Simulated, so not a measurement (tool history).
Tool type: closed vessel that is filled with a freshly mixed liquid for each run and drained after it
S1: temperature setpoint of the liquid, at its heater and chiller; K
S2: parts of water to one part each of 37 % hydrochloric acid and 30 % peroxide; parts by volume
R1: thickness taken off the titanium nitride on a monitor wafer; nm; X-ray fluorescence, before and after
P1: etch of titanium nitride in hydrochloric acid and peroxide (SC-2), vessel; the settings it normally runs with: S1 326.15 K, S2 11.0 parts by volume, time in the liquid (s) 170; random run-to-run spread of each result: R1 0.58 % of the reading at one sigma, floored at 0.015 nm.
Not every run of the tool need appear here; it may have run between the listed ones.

run 1 hour=6.0 | S1=326.15 S2=11.0 time_in_the_liquid_(s)=170 | R1=4.9347
run 2 hour=15.2 | S1=326.15 S2=11.0 time_in_the_liquid_(s)=170 | R1=4.8636
run 3 hour=20.3 | S1=326.15 S2=19.5 time_in_the_liquid_(s)=170 | R1=2.9197
run 4 hour=25.1 | S1=342.65 S2=11.0 time_in_the_liquid_(s)=170 | R1=13.4940
run 5 hour=34.3 | S1=326.15 S2=11.0 time_in_the_liquid_(s)=170 | R1=4.8861
run 6 hour=39.0 | S1=326.15 S2=11.0 time_in_the_liquid_(s)=75 | R1=2.1439
-- hour=41.5 thermometer replaced
run 7 hour=48.5 | S1=335.15 S2=5.5 time_in_the_liquid_(s)=170 | R1=14.9090
run 8 hour=54.0 | S1=326.15 S2=11.0 time_in_the_liquid_(s)=170 | R1=4.8647
run 9 hour=61.4 | S1=326.15 S2=11.0 time_in_the_liquid_(s)=305 | R1=8.7218
run 10 hour=68.9 | S1=317.65 S2=11.0 time_in_the_liquid_(s)=170 | R1=2.7362
run 11 hour=73.9 | S1=334.15 S2=4.0 time_in_the_liquid_(s)=170 | R1=17.5350
run 12 hour=81.2 | S1=326.15 S2=11.0 time_in_the_liquid_(s)=170 | R1=4.8767
run 13 hour=86.7 | S1=326.15 S2=11.0 time_in_the_liquid_(s)=170 | R1=4.7919
run 14 hour=93.1 | S1=311.15 S2=11.0 time_in_the_liquid_(s)=290 | R1=2.9374
run 15 hour=101.7 | S1=326.15 S2=11.0 time_in_the_liquid_(s)=170 | R1=4.8697
run 16 hour=108.8 | S1=326.15 S2=4.0 time_in_the_liquid_(s)=170 | R1=10.4930
run 17 hour=116.8 | S1=326.15 S2=11.0 time_in_the_liquid_(s)=170 | R1=4.8843
run 18 hour=121.7 | S1=326.15 S2=11.0 time_in_the_liquid_(s)=170 | R1=4.9647
run 19 hour=130.5 | S1=326.15 S2=11.0 time_in_the_liquid_(s)=170 | R1=5.1207
run 20 hour=138.6 | S1=326.15 S2=11.0 time_in_the_liquid_(s)=170 | R1=5.1802
run 21 hour=147.0 | S1=326.15 S2=11.0 time_in_the_liquid_(s)=170 | R1=5.2494
run 22 hour=152.3 | S1=326.15 S2=11.0 time_in_the_liquid_(s)=170 | R1=5.2224
run 23 hour=159.5 | S1=326.15 S2=11.0 time_in_the_liquid_(s)=170 | R1=5.2873
run 24 hour=165.0 | S1=326.15 S2=11.0 time_in_the_liquid_(s)=170 | R1=5.3122
run 25 hour=172.5 | S1=326.15 S2=11.0 time_in_the_liquid_(s)=170 | R1=5.2811
run 26 hour=176.9 | S1=326.15 S2=11.0 time_in_the_liquid_(s)=170 | R1=5.2812

Estimate the outcome of run 27 from the log above:
run 27 hour=186.1 | S1=326.15 S2=11.0 time_in_the_liquid_(s)=170 | R1=?

Run 27 came out at R1 5.3033 nm.
